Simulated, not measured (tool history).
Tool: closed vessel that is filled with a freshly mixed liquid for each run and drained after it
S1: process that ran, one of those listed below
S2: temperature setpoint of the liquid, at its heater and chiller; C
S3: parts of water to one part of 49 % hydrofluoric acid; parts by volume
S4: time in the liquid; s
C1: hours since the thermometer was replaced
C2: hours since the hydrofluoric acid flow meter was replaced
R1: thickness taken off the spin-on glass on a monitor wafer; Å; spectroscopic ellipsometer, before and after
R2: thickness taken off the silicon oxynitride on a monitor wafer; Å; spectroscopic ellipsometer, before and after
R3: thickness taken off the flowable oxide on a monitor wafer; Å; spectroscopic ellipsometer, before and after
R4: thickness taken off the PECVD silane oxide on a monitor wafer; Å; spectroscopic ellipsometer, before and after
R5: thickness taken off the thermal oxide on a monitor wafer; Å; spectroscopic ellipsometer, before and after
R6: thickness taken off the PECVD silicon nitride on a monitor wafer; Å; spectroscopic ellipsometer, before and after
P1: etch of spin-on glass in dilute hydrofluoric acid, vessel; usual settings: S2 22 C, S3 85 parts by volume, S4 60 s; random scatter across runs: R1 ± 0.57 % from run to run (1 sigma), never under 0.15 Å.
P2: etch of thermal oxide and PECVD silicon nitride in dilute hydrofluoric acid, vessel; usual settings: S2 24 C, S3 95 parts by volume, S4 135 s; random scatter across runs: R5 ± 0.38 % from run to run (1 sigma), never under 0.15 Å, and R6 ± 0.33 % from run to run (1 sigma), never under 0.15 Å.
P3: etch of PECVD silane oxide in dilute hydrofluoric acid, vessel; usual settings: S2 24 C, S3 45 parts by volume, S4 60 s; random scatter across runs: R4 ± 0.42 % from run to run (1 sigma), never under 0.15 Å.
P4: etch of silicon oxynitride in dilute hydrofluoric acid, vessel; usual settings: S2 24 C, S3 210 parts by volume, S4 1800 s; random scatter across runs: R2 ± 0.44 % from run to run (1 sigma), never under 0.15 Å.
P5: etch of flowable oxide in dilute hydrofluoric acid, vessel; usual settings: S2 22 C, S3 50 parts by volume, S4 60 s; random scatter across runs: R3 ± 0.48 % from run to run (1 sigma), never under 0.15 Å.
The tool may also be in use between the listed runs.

run,hour,S1,S2,S3,S4,C1,C2,R1,R2,R3,R4,R5,R6
1,10,P1,22,85,60,1842.4,294.2,300.28,,,,,
2,16.8,P4,17,210,1800,1849.2,301,,137.25,,,,
3,26.6,P1,22,85,60,1859,310.8,300.42,,,,,
4,36.4,P1,29,85,60,1868.8,320.6,394.21,,,,,
5,43.2,P1,17,85,60,1875.6,327.4,244.54,,,,,
6,48.1,P1,22,85,30,1880.5,332.3,150.35,,,,,
7,58.2,P1,22,85,60,1890.6,342.4,297.62,,,,,
8,65.8,P5,17,50,60,1898.2,350,,,465.84,,,
9,74.8,P3,24,45,30,1907.2,359,,,,254.12,,
10,83.5,P2,24,40,135,1915.9,367.7,,,,,179.55,185.24
11,91.2,P1,22,85,60,1923.6,375.4,300.89,,,,,
12,96.4,P1,22,85,60,1928.8,380.6,299.9,,,,,
13,102.9,P4,24,65,1800,1935.3,387.1,,695.43,,,,
14,110.1,P3,24,20,60,1942.5,394.3,,,,1185.9,,
15,118,P4,24,210,1800,1950.4,402.2,,190.01,,,,
16,125.1,P1,27,25,60,1957.5,409.3,1373.4,,,,,
17,135.2,P5,22,50,60,1967.6,419.4,,,578.11,,,
18,145.8,P2,24,95,135,1978.2,430,,,,,69.974,79.947
19,154.8,P5,22,50,60,1987.2,439,,,588.75,,,
20,160.3,P2,29,95,135,1992.7,444.5,,,,,85.205,109.91
21,168.6,P4,24,210,85,2001,452.8,,9.1543,,,,
22,176.9,P5,22,90,60,2009.3,461.1,,,306.19,,,
23,185.6,P1,22,25,60,2018,469.8,1106.9,,,,,
24,193.7,P5,22,50,30,2026.1,477.9,,,291.61,,,
25,199.7,P2,24,95,135,2032.1,483.9,,,,,69.716,79.41
26,207.6,P1,22,85,95,2040,491.8,478.8,,,,,
27,213.5,P1,22,85,60,2045.9,497.7,302.91,,,,,
28,221.1,P3,24,45,60,2053.5,505.3,,,,505.14,,
29,228.1,P1,22,140,60,2060.5,512.3,172.17,,,,,
30,234,P2,24,95,255,2066.4,518.2,,,,,132.21,150.28
31,244.1,P3,24,45,60,2076.5,528.3,,,,515.67,,
32,253.6,P3,28,45,60,2086,537.8,,,,599.09,,
33,264,P1,22,85,60,2096.4,548.2,301.29,,,,,
34,273.4,P1,22,85,60,2105.8,557.6,307.54,,,,,
35,283,P1,22,85,60,2115.4,567.2,312.64,,,,,

Predict the results of run 36:
36,291.9,P1,22,85,60,2124.3,576.1,?,,,,,

{"run 36": {"R1": 317.57}}

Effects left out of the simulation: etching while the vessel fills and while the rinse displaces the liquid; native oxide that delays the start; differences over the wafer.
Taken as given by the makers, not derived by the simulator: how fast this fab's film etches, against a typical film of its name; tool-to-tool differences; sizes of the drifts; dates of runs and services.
